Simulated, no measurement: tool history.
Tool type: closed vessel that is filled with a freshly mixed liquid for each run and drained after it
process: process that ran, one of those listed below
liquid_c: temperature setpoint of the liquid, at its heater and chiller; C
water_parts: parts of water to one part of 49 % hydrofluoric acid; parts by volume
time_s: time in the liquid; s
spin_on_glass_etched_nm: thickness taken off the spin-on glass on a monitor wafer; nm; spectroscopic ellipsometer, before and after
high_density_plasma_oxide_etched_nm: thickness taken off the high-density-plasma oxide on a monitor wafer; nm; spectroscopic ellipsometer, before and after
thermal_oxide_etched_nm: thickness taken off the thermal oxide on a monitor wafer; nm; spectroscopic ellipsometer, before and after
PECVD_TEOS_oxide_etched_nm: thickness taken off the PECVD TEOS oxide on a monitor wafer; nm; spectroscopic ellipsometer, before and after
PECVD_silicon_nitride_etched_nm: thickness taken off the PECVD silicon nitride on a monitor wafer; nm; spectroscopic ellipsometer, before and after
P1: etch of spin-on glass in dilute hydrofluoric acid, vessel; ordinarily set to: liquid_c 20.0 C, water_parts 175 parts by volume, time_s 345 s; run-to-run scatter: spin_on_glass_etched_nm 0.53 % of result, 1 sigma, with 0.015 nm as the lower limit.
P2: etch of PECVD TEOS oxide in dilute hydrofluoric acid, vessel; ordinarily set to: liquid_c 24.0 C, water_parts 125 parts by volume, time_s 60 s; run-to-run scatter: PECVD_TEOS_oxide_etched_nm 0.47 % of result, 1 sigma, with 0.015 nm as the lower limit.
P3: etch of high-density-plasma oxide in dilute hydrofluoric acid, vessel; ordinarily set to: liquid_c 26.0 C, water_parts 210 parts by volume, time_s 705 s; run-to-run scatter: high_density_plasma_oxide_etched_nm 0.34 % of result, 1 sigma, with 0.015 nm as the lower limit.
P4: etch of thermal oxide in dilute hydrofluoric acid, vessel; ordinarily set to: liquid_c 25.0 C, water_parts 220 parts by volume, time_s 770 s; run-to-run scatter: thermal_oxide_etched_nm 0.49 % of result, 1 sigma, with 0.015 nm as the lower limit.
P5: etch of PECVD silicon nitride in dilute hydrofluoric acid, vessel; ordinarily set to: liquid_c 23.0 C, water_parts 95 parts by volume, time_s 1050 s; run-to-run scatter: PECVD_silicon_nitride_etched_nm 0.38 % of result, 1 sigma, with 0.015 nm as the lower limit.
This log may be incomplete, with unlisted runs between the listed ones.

run,hour,process,liquid_c,water_parts,time_s,hours since the thermometer was replaced,hours since the hydrofluoric acid flow meter was replaced,spin_on_glass_etched_nm,high_density_plasma_oxide_etched_nm,thermal_oxide_etched_nm,PECVD_TEOS_oxide_etched_nm,PECVD_silicon_nitride_etched_nm
1,10.4,P1,20.0,175,345,445.4,497.5,37.0350,,,,
2,25.0,P3,20.5,210,705,460.0,512.1,,13.6120,,,
3,44.0,P1,17.0,175,345,479.0,531.1,32.5940,,,,
4,59.7,P1,20.0,175,530,494.7,546.8,56.4480,,,,
5,74.0,P1,20.0,50,345,509.0,561.1,147.3500,,,,
6,91.3,P4,17.0,220,770,526.3,578.4,,,10.18700,,
7,109.6,P3,26.0,210,380,544.6,596.7,,9.0031,,,
8,122.0,P3,26.0,210,705,557.0,609.1,,16.6310,,,
9,137.4,P2,17.5,125,60,572.4,624.5,,,,10.162,
10,154.2,P2,24.0,200,60,589.2,641.3,,,,7.479,
# hour 161.3: hydrofluoric acid flow meter replaced
11,170.3,P2,24.0,125,60,605.3,9.1,,,,13.160,
12,185.2,P5,23.0,95,1050,620.2,24.0,,,,,33.3940
13,195.8,P1,20.0,250,345,630.8,34.6,23.8200,,,,
14,205.5,P1,20.0,175,345,640.5,44.3,37.0580,,,,
15,215.9,P3,26.0,130,705,650.9,54.7,,29.5900,,,
16,227.4,P4,25.0,385,770,662.4,66.2,,,6.70130,,
17,243.7,P1,20.0,175,85,678.7,82.5,9.0977,,,,
18,253.9,P1,27.0,235,345,688.9,92.7,33.5880,,,,
19,266.6,P1,17.0,45,345,701.6,105.4,145.5000,,,,
20,280.3,P1,20.0,175,345,715.3,119.1,36.5870,,,,
21,289.7,P1,27.5,175,345,724.7,128.5,49.0090,,,,
22,301.1,P4,25.0,220,40,736.1,139.9,,,0.68778,,
23,317.7,P5,23.0,170,1050,752.7,156.5,,,,,18.8440
24,327.0,P1,20.0,175,345,762.0,165.8,36.6080,,,,
25,342.5,P1,20.0,175,345,777.5,181.3,36.8830,,,,
26,357.1,P4,25.0,220,770,792.1,195.9,,,14.00000,,
27,371.8,P1,20.0,175,345,806.8,210.6,36.6530,,,,
28,385.9,P2,24.0,125,60,820.9,224.7,,,,13.167,
29,395.8,P5,28.5,95,1050,830.8,234.6,,,,,47.4080
30,404.4,P2,24.0,125,95,839.4,243.2,,,,20.516,
31,418.0,P5,23.0,95,30,853.0,256.8,,,,,0.9775
32,433.9,P1,20.0,175,345,868.9,272.7,36.8510,,,,
33,445.9,P1,20.0,175,345,880.9,284.7,35.4940,,,,
34,457.0,P1,20.0,175,345,892.0,295.8,34.8070,,,,
35,470.6,P1,20.0,175,345,905.6,309.4,34.6290,,,,
36,482.4,P1,20.0,175,345,917.4,321.2,33.9320,,,,
37,498.8,P1,20.0,175,345,933.8,337.6,33.7480,,,,
38,513.5,P1,20.0,175,345,948.5,352.3,33.7140,,,,
39,526.7,P1,20.0,175,345,961.7,365.5,33.4420,,,,
40,535.4,P1,20.0,175,345,970.4,374.2,33.3540,,,,

Compared with where it was, what P1 gives has crept away. Each cause listed below fits the log as well as the rest, at the size given for it:
A: hydrofluoric acid flow below the setpoint (%) = 7.75
B: liquid colder than its thermometer reads (K) = 2.41
The onset of the drift is placed at about hour 433.9.

The check runs listed below each take one wafer, and their results are still question marks. Under which run would the listed causes lead to clearly different results?
check 1,544.1,P4,17.0,220,250,,,,,?,,
check 2,544.1,P2,18.5,125,60,,,,,,?,
check 3,544.1,P3,22.5,210,705,,,,?,,,
check 4,544.1,P5,27.5,95,115,,,,,,,?

Predicted outcomes, by check and by cause:
check,result,if A,if B
check 1,thermal_oxide_etched_nm,3.02040,3.02260
check 2,PECVD_TEOS_oxide_etched_nm,9.5926,9.5119
check 3,high_density_plasma_oxide_etched_nm,13.2780,13.3770
check 4,PECVD_silicon_nitride_etched_nm,4.5129,4.1836
Per-check spread between the two closest causes, in the result where they differ most: check 1 0.07 %; check 2 0.84 %; check 3 0.74 %; check 4 7.58 %
Check 4 is the one run that separates the causes; every other check would come out nearly the same whichever cause is at work.

After running check 4, the following was obtained: PECVD_silicon_nitride_etched_nm 4.1624 nm. Which cause does this point to?

It is B: liquid colder than its thermometer reads (K).
